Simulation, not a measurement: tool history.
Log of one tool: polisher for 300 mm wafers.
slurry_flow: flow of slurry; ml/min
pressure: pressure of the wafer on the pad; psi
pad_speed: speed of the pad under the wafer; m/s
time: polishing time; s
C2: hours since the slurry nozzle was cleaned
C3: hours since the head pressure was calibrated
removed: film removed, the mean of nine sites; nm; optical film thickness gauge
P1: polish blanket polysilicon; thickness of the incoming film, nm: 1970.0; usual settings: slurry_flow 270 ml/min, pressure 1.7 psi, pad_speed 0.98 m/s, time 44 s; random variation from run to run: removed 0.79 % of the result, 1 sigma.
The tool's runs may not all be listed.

run 1 hour=8.9 | slurry_flow=270 pressure=1.7 pad_speed=0.98 time=44 | wafers_polished_on_this_pad=759 C2=78.6 C3=685.5 | removed=234.28
run 2 hour=23.5 | slurry_flow=270 pressure=1.7 pad_speed=0.98 time=68 | wafers_polished_on_this_pad=882 C2=93.2 C3=700.1 | removed=363.89
run 3 hour=32.1 | slurry_flow=270 pressure=1.7 pad_speed=0.98 time=31 | wafers_polished_on_this_pad=954 C2=101.8 C3=708.7 | removed=165.94
run 4 hour=42.8 | slurry_flow=270 pressure=2.3 pad_speed=0.98 time=44 | wafers_polished_on_this_pad=1044 C2=112.5 C3=719.4 | removed=318.37
run 5 hour=58.1 | slurry_flow=270 pressure=1.7 pad_speed=0.98 time=44 | wafers_polished_on_this_pad=1173 C2=127.8 C3=734.7 | removed=233.42
run 6 hour=72.7 | slurry_flow=360 pressure=1.7 pad_speed=1.42 time=44 | wafers_polished_on_this_pad=1296 C2=142.4 C3=749.3 | removed=344.73
run 7 hour=83.1 | slurry_flow=270 pressure=1.7 pad_speed=0.98 time=44 | wafers_polished_on_this_pad=1383 C2=152.8 C3=759.7 | removed=234.34
run 8 hour=98.1 | slurry_flow=270 pressure=1.2 pad_speed=0.98 time=44 | wafers_polished_on_this_pad=1509 C2=167.8 C3=774.7 | removed=165.01
run 9 hour=112.7 | slurry_flow=160 pressure=1.7 pad_speed=0.98 time=44 | wafers_polished_on_this_pad=1632 C2=182.4 C3=789.3 | removed=219.99
run 10 hour=126.4 | slurry_flow=270 pressure=1.7 pad_speed=0.68 time=44 | wafers_polished_on_this_pad=1747 C2=196.1 C3=803.0 | removed=165.09
run 11 hour=134.8 | slurry_flow=270 pressure=1.7 pad_speed=0.98 time=44 | wafers_polished_on_this_pad=1818 C2=204.5 C3=811.4 | removed=237.35
run 12 hour=143.2 | slurry_flow=385 pressure=1.7 pad_speed=0.98 time=44 | wafers_polished_on_this_pad=1889 C2=212.9 C3=819.8 | removed=243.43
-- hour=152.8 worn pad replaced by a new one
run 13 hour=160.3 | slurry_flow=270 pressure=1.7 pad_speed=0.98 time=44 | wafers_polished_on_this_pad=63 C2=230.0 C3=836.9 | removed=236.01
run 14 hour=169.7 | slurry_flow=270 pressure=1.7 pad_speed=1.26 time=44 | wafers_polished_on_this_pad=142 C2=239.4 C3=846.3 | removed=302.38
run 15 hour=184.5 | slurry_flow=270 pressure=1.7 pad_speed=0.98 time=44 | wafers_polished_on_this_pad=266 C2=254.2 C3=861.1 | removed=236.04
run 16 hour=196.1 | slurry_flow=270 pressure=1.7 pad_speed=0.98 time=44 | wafers_polished_on_this_pad=364 C2=265.8 C3=872.7 | removed=238.28
run 17 hour=207.1 | slurry_flow=270 pressure=1.7 pad_speed=0.98 time=44 | wafers_polished_on_this_pad=456 C2=276.8 C3=883.7 | removed=227.37
run 18 hour=223.2 | slurry_flow=270 pressure=1.7 pad_speed=0.98 time=44 | wafers_polished_on_this_pad=592 C2=292.9 C3=899.8 | removed=228.86
run 19 hour=237.6 | slurry_flow=270 pressure=1.7 pad_speed=0.98 time=44 | wafers_polished_on_this_pad=713 C2=307.3 C3=914.2 | removed=225.50
run 20 hour=247.5 | slurry_flow=270 pressure=1.7 pad_speed=0.98 time=44 | wafers_polished_on_this_pad=796 C2=317.2 C3=924.1 | removed=224.90
run 21 hour=260.3 | slurry_flow=270 pressure=1.7 pad_speed=0.98 time=44 | wafers_polished_on_this_pad=904 C2=330.0 C3=936.9 | removed=225.93
-- hour=263.4 worn pad replaced by a new one
run 22 hour=269.6 | slurry_flow=270 pressure=1.7 pad_speed=0.98 time=44 | wafers_polished_on_this_pad=52 C2=339.3 C3=946.2 | removed=221.49
run 23 hour=285.3 | slurry_flow=270 pressure=1.7 pad_speed=0.98 time=44 | wafers_polished_on_this_pad=184 C2=355.0 C3=961.9 | removed=224.93
run 24 hour=302.3 | slurry_flow=270 pressure=1.7 pad_speed=0.98 time=44 | wafers_polished_on_this_pad=327 C2=372.0 C3=978.9 | removed=223.79
run 25 hour=314.4 | slurry_flow=270 pressure=1.7 pad_speed=0.98 time=44 | wafers_polished_on_this_pad=429 C2=384.1 C3=991.0 | removed=222.16

What P1 gives has crept away from where it was. These 2 causes fit the log equally well, each at the size given:
A: slurry flow missing at the pad, % = 37
B: head's pressure below its setpoint, % = 5.61
The creep began at about hour 196.1.
Why every other cause is out:
removal rate lost through wear of the pad, %: serviced at hour 263.4, which brought nothing back

4 check runs are offered, each on 3 wafers whose results are averaged, their results left as question marks. Which one tells the causes apart?
run check 1 hour=326.5 | slurry_flow=160 pressure=1.7 pad_speed=0.98 time=44 | removed=?
run check 2 hour=326.5 | slurry_flow=270 pressure=1.7 pad_speed=1.24 time=44 | removed=?
run check 3 hour=326.5 | slurry_flow=270 pressure=1.7 pad_speed=0.76 time=33 | removed=?
run check 4 hour=326.5 | slurry_flow=270 pressure=1.7 pad_speed=0.98 time=58 | removed=?

What each check would give under each cause:
check=check_1 result=removed if_A=200.30 if_B=207.65
check=check_2 result=removed if_A=281.07 if_B=281.06
check=check_3 result=removed if_A=129.20 if_B=129.20
check=check_4 result=removed if_A=292.81 if_B=292.81
How far apart the two closest causes lie, in the result that separates them most: check 1 3.6 %; check 2 0 %; check 3 0 %; check 4 0 %
Check 1 tells the causes apart: in the others they would give nearly the same result.

Then check 1 was run and gave: removed 200.04 nm. Which cause is it?

It is A: slurry flow missing at the pad, %.
